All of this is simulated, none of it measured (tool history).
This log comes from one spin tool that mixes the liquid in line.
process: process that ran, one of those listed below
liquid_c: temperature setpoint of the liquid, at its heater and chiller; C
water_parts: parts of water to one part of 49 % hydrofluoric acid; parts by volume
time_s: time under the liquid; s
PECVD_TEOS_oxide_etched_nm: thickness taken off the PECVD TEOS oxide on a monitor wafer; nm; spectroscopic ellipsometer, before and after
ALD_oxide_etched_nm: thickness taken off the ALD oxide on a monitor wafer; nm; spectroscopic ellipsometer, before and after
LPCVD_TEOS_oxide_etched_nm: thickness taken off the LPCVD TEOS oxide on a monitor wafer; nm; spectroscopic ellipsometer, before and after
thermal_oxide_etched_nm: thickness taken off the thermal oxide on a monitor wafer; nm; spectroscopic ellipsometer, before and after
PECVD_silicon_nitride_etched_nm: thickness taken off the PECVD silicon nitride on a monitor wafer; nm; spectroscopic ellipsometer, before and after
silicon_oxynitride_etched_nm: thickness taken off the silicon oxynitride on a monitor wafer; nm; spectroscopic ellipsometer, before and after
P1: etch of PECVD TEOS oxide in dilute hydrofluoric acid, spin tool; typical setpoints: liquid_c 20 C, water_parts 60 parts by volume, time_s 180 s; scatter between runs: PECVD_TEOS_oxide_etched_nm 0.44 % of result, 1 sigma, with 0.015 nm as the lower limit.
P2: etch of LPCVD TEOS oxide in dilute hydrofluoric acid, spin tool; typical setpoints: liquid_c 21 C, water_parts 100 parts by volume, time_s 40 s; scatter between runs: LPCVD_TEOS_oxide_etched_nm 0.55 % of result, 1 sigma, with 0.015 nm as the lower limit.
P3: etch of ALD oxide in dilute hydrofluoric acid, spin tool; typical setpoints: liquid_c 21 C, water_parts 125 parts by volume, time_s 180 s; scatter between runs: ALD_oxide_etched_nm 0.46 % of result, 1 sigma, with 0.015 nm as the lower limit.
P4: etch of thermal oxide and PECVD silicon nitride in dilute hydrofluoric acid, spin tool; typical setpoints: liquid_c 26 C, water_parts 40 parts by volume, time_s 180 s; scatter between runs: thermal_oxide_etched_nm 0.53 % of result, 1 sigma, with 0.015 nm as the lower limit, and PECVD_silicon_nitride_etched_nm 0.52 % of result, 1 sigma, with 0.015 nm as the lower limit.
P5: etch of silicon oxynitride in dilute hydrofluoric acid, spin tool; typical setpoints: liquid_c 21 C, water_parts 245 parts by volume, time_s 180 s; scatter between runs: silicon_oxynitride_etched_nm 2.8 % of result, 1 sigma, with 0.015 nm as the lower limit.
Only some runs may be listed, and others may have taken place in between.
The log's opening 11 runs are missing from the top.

run,hour,process,liquid_c,water_parts,time_s,hours since the thermometer was replaced,hours since the hydrofluoric acid flow meter was replaced,PECVD_TEOS_oxide_etched_nm,ALD_oxide_etched_nm,LPCVD_TEOS_oxide_etched_nm,thermal_oxide_etched_nm,PECVD_silicon_nitride_etched_nm,silicon_oxynitride_etched_nm
12,37.2,P1,20,60,180,687.9,315.7,27.198,,,,,
13,41.5,P1,20,60,180,692.2,320,27.089,,,,,
14,44.1,P5,21,245,335,694.8,322.6,,,,,,1.525
15,47.4,P1,17,60,180,698.1,325.9,23.86,,,,,
16,49.9,P4,34,40,180,700.6,328.4,,,,33.423,41.894,
17,52.6,P1,20,60,20,703.3,331.1,2.9816,,,,,
18,55.8,P1,20,20,305,706.5,334.3,146.22,,,,,
19,58.9,P2,17,100,40,709.6,337.4,,,11.808,,,
20,62,P5,21,245,180,712.7,340.5,,,,,,0.8928
21,64.5,P2,21,100,20,715.2,343,,,6.9021,,,
22,67.2,P5,21,100,180,717.9,345.7,,,,,,2.3039
23,70.8,P2,21,100,40,721.5,349.3,,,13.955,,,
24,74.6,P3,29,125,180,725.3,353.1,,26.895,,,,
25,77,P4,26,40,15,727.7,355.5,,,,2.0184,2.0768,
26,80.8,P5,17,245,180,731.5,359.3,,,,,,0.68759
27,84.8,P1,20,100,180,735.5,363.3,15.482,,,,,
28,87.3,P4,26,65,180,738,365.8,,,,14.333,15.377,
29,91.3,P1,20,60,180,742,369.8,27.523,,,,,
30,94.4,P1,20,60,180,745.1,372.9,26.226,,,,,

For run 31, what comes out?
31,97.8,P1,20,60,180,748.5,376.3,?,,,,,

Run 31 yielded PECVD_TEOS_oxide_etched_nm 25.627 nm.
